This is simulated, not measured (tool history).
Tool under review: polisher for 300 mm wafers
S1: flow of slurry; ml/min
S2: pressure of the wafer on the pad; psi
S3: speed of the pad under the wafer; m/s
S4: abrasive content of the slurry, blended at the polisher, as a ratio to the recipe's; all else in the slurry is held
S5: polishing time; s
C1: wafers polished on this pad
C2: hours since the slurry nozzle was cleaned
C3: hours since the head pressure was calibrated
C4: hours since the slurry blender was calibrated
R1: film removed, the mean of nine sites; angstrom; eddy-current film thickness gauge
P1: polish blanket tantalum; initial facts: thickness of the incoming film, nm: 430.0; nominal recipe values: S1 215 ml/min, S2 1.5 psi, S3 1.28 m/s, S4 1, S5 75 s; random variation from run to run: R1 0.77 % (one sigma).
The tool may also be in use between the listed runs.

{"run": 1, "hour": 5.9, "S1": 215, "S2": 1.5, "S3": 1.28, "S4": 1, "S5": 75, "C1": 600, "C2": 364.2, "C3": 1012.6, "C4": 277.2, "R1": 1206}
{"run": 2, "hour": 11.6, "S1": 215, "S2": 1.5, "S3": 1.28, "S4": 1, "S5": 75, "C1": 642, "C2": 369.9, "C3": 1018.3, "C4": 282.9, "R1": 1208.3}
{"run": 3, "hour": 16.5, "S1": 215, "S2": 1.5, "S3": 0.96, "S4": 1, "S5": 75, "C1": 679, "C2": 374.8, "C3": 1023.2, "C4": 287.8, "R1": 907.84}
{"run": 4, "hour": 24.5, "S1": 215, "S2": 1.5, "S3": 1.28, "S4": 1, "S5": 111, "C1": 738, "C2": 382.8, "C3": 1031.2, "C4": 295.8, "R1": 1793.5}
{"run": 5, "hour": 32.3, "S1": 215, "S2": 1.5, "S3": 1.28, "S4": 1, "S5": 44, "C1": 796, "C2": 390.6, "C3": 1039, "C4": 303.6, "R1": 705.34}
{"run": 6, "hour": 39.4, "S1": 215, "S2": 1, "S3": 1.28, "S4": 1, "S5": 75, "C1": 848, "C2": 397.7, "C3": 1046.1, "C4": 310.7, "R1": 806.66}
{"run": 7, "hour": 46.7, "S1": 215, "S2": 1.5, "S3": 1.28, "S4": 0.65, "S5": 75, "C1": 902, "C2": 405, "C3": 1053.4, "C4": 318, "R1": 1049.2}
{"run": 8, "hour": 52.5, "S1": 215, "S2": 1.5, "S3": 1.58, "S4": 0.55, "S5": 75, "C1": 945, "C2": 410.8, "C3": 1059.2, "C4": 323.8, "R1": 1195.7}
{"run": 9, "hour": 59.0, "S1": 215, "S2": 1.5, "S3": 1.28, "S4": 1, "S5": 75, "C1": 994, "C2": 417.3, "C3": 1065.7, "C4": 330.3, "R1": 1205.5}
{"hour": 64.1, "done": "slurry blender recalibrated"}
{"run": 10, "hour": 65.8, "S1": 305, "S2": 1.5, "S3": 1.28, "S4": 1, "S5": 75, "C1": 1044, "C2": 424.1, "C3": 1072.5, "C4": 1.7, "R1": 1239.1}
{"run": 11, "hour": 72.2, "S1": 215, "S2": 1.5, "S3": 1.28, "S4": 1.35, "S5": 75, "C1": 1091, "C2": 430.5, "C3": 1078.9, "C4": 8.1, "R1": 1304.6}
{"run": 12, "hour": 80.1, "S1": 215, "S2": 1.5, "S3": 1.98, "S4": 1, "S5": 75, "C1": 1150, "C2": 438.4, "C3": 1086.8, "C4": 16, "R1": 1879.3}
{"run": 13, "hour": 87.6, "S1": 215, "S2": 1.5, "S3": 1.28, "S4": 1, "S5": 75, "C1": 1205, "C2": 445.9, "C3": 1094.3, "C4": 23.5, "R1": 1222.6}
{"run": 14, "hour": 93.1, "S1": 215, "S2": 2.2, "S3": 1.28, "S4": 1, "S5": 75, "C1": 1246, "C2": 451.4, "C3": 1099.8, "C4": 29, "R1": 1767.4}
{"run": 15, "hour": 99.0, "S1": 130, "S2": 1.5, "S3": 1.28, "S4": 1, "S5": 75, "C1": 1290, "C2": 457.3, "C3": 1105.7, "C4": 34.9, "R1": 1126}
{"run": 16, "hour": 104.1, "S1": 130, "S2": 1.5, "S3": 1.9, "S4": 1, "S5": 75, "C1": 1328, "C2": 462.4, "C3": 1110.8, "C4": 40, "R1": 1670.6}
{"run": 17, "hour": 111.4, "S1": 215, "S2": 1.5, "S3": 1.28, "S4": 1, "S5": 75, "C1": 1382, "C2": 469.7, "C3": 1118.1, "C4": 47.3, "R1": 1196.7}
{"run": 18, "hour": 117.7, "S1": 215, "S2": 1.5, "S3": 1.28, "S4": 1, "S5": 75, "C1": 1429, "C2": 476, "C3": 1124.4, "C4": 53.6, "R1": 1212.4}
{"run": 19, "hour": 126.7, "S1": 215, "S2": 1.5, "S3": 1.28, "S4": 1, "S5": 75, "C1": 1495, "C2": 485, "C3": 1133.4, "C4": 62.6, "R1": 1219}
{"run": 20, "hour": 132.2, "S1": 215, "S2": 1.5, "S3": 1.28, "S4": 1, "S5": 75, "C1": 1536, "C2": 490.5, "C3": 1138.9, "C4": 68.1, "R1": 1177.2}
{"run": 21, "hour": 137.7, "S1": 215, "S2": 1.5, "S3": 1.28, "S4": 1, "S5": 75, "C1": 1577, "C2": 496, "C3": 1144.4, "C4": 73.6, "R1": 1155.9}
{"run": 22, "hour": 148.2, "S1": 215, "S2": 1.5, "S3": 1.28, "S4": 1, "S5": 75, "C1": 1655, "C2": 506.5, "C3": 1154.9, "C4": 84.1, "R1": 1137}
{"run": 23, "hour": 154.0, "S1": 215, "S2": 1.5, "S3": 1.28, "S4": 1, "S5": 75, "C1": 1698, "C2": 512.3, "C3": 1160.7, "C4": 89.9, "R1": 1119.1}
{"hour": 160.9, "done": "slurry nozzle cleaned"}
{"run": 24, "hour": 164.3, "S1": 215, "S2": 1.5, "S3": 1.28, "S4": 1, "S5": 75, "C1": 1774, "C2": 3.5, "C3": 1171, "C4": 100.2, "R1": 1099.1}
{"run": 25, "hour": 169.5, "S1": 215, "S2": 1.5, "S3": 1.28, "S4": 1, "S5": 75, "C1": 1812, "C2": 8.7, "C3": 1176.2, "C4": 105.4, "R1": 1109.1}
{"run": 26, "hour": 177.9, "S1": 215, "S2": 1.5, "S3": 1.28, "S4": 1, "S5": 75, "C1": 1875, "C2": 17.1, "C3": 1184.6, "C4": 113.8, "R1": 1083}
{"run": 27, "hour": 183.4, "S1": 215, "S2": 1.5, "S3": 1.28, "S4": 1, "S5": 75, "C1": 1915, "C2": 22.6, "C3": 1190.1, "C4": 119.3, "R1": 1085.6}
{"hour": 187.8, "done": "worn pad replaced by a new one"}
{"run": 28, "hour": 190.7, "S1": 215, "S2": 1.5, "S3": 1.28, "S4": 1, "S5": 75, "C1": 21, "C2": 29.9, "C3": 1197.4, "C4": 126.6, "R1": 1084.9}
{"run": 29, "hour": 198.6, "S1": 215, "S2": 1.5, "S3": 1.28, "S4": 1, "S5": 75, "C1": 80, "C2": 37.8, "C3": 1205.3, "C4": 134.5, "R1": 1076.9}
{"run": 30, "hour": 208.6, "S1": 215, "S2": 1.5, "S3": 1.28, "S4": 1, "S5": 75, "C1": 154, "C2": 47.8, "C3": 1215.3, "C4": 144.5, "R1": 1084.3}

P1 has crept away from where it was. The log is fitted equally well by each of these 2 causes, at the sizes shown:
A: abrasive missing from the slurry, % = 30
B: head's pressure below its setpoint, % = 10.9
The onset of the drift is placed at about hour 126.7.
All other causes, with the reason each is excluded:
removal rate lost through wear of the pad, %: maintenance at hour 187.8, after the shift began, did not return the process to its former output
slurry flow missing at the pad, %: maintenance at hour 160.9, after the shift began, did not return the process to its former output

Of the 4 check runs below, each run on 5 wafers with the results averaged and each result still a question mark, which one would tell the listed causes apart?
{"run": "check 1", "hour": 218.6, "S1": 215, "S2": 2, "S3": 1.28, "S4": 1, "S5": 75, "R1": "?"}
{"run": "check 2", "hour": 218.6, "S1": 215, "S2": 1.1, "S3": 1.28, "S4": 0.7, "S5": 75, "R1": "?"}
{"run": "check 3", "hour": 218.6, "S1": 215, "S2": 1.5, "S3": 1.92, "S4": 1, "S5": 75, "R1": "?"}
{"run": "check 4", "hour": 218.6, "S1": 215, "S2": 1.5, "S3": 1.7, "S4": 1, "S5": 101, "R1": "?"}

If the cause were each of the candidates in turn, the checks would give the following:
check=check_1 result=R1 if_A=1438.8 if_B=1439
check=check_2 result=R1 if_A=684.66 if_B=705.1
check=check_3 result=R1 if_A=1618.7 if_B=1618.9
check=check_4 result=R1 if_A=1930.1 if_B=1930.3
Distance between the nearest two causes, measured in the result of the check that separates them most: check 1 0.01 %; check 2 2.94 %; check 3 0.01 %; check 4 0.01 %
The causes can be told apart only by check 2. The other checks would give nearly the same results under each of them.

Here is what check 2 returned: R1 686.98 angstrom. Which cause is it?

It was cause A: abrasive missing from the slurry, %.

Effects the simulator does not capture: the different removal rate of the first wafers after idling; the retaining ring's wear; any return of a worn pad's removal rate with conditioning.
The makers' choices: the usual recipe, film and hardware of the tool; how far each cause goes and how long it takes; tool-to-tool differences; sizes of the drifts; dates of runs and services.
